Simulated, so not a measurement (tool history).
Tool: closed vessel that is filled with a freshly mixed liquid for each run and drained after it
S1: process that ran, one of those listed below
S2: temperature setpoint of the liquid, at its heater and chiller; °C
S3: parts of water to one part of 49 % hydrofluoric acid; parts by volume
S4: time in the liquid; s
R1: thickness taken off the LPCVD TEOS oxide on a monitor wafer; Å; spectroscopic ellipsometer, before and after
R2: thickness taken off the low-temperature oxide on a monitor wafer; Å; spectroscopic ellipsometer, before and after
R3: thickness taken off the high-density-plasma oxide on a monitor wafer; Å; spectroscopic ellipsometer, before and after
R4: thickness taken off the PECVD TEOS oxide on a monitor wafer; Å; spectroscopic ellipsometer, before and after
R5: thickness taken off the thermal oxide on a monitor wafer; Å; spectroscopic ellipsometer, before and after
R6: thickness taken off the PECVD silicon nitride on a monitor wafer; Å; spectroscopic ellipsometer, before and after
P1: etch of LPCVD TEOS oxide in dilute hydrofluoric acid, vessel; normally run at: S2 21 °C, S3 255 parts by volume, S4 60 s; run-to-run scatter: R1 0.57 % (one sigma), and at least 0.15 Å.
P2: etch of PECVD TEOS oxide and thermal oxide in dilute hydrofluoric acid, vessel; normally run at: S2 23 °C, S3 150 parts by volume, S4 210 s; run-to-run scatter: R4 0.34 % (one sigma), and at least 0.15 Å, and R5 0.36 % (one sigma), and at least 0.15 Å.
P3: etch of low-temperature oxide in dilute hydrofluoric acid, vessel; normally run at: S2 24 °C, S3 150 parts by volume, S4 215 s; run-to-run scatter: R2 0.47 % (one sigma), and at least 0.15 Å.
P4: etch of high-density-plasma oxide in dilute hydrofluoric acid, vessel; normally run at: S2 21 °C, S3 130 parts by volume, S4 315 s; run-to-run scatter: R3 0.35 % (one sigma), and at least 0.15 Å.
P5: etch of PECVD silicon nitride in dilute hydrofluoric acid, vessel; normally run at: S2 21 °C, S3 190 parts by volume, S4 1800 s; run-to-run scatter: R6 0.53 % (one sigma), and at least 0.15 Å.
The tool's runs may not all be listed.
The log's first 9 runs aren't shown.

run   hour  S1  S2   S3    S4      R1      R2      R3      R4      R5      R6
 10   83.4  P2  23  150   210                          330.18  57.683
 11   90.2  P3  24  150   410          818.79
 12   99.1  P2  23  245   210                          182.41  31.923
 13  105.3  P1  21  255    60   98.55
 14  115.7  P2  23  150   385                          605.15  105.94
 15  125.3  P1  21  255    30   49.44
 16  132.3  P4  21  130   175                  71.492
 17  141.8  P1  21  445    35  27.708
 18  149.6  P2  19  150   210                          281.64  48.925
 19  160.1  P1  21  120    60  243.04
 20  169.4  P1  21  255    60  98.338
 21  177.2  P5  21  190    85                                          10.222
 22  184.2  P5  21  190  1800                                          223.04

The next listed run, before its measurement:
 23  193.5  P1  21  255  60   ?

{"run 23": {"R1": 98.528}}
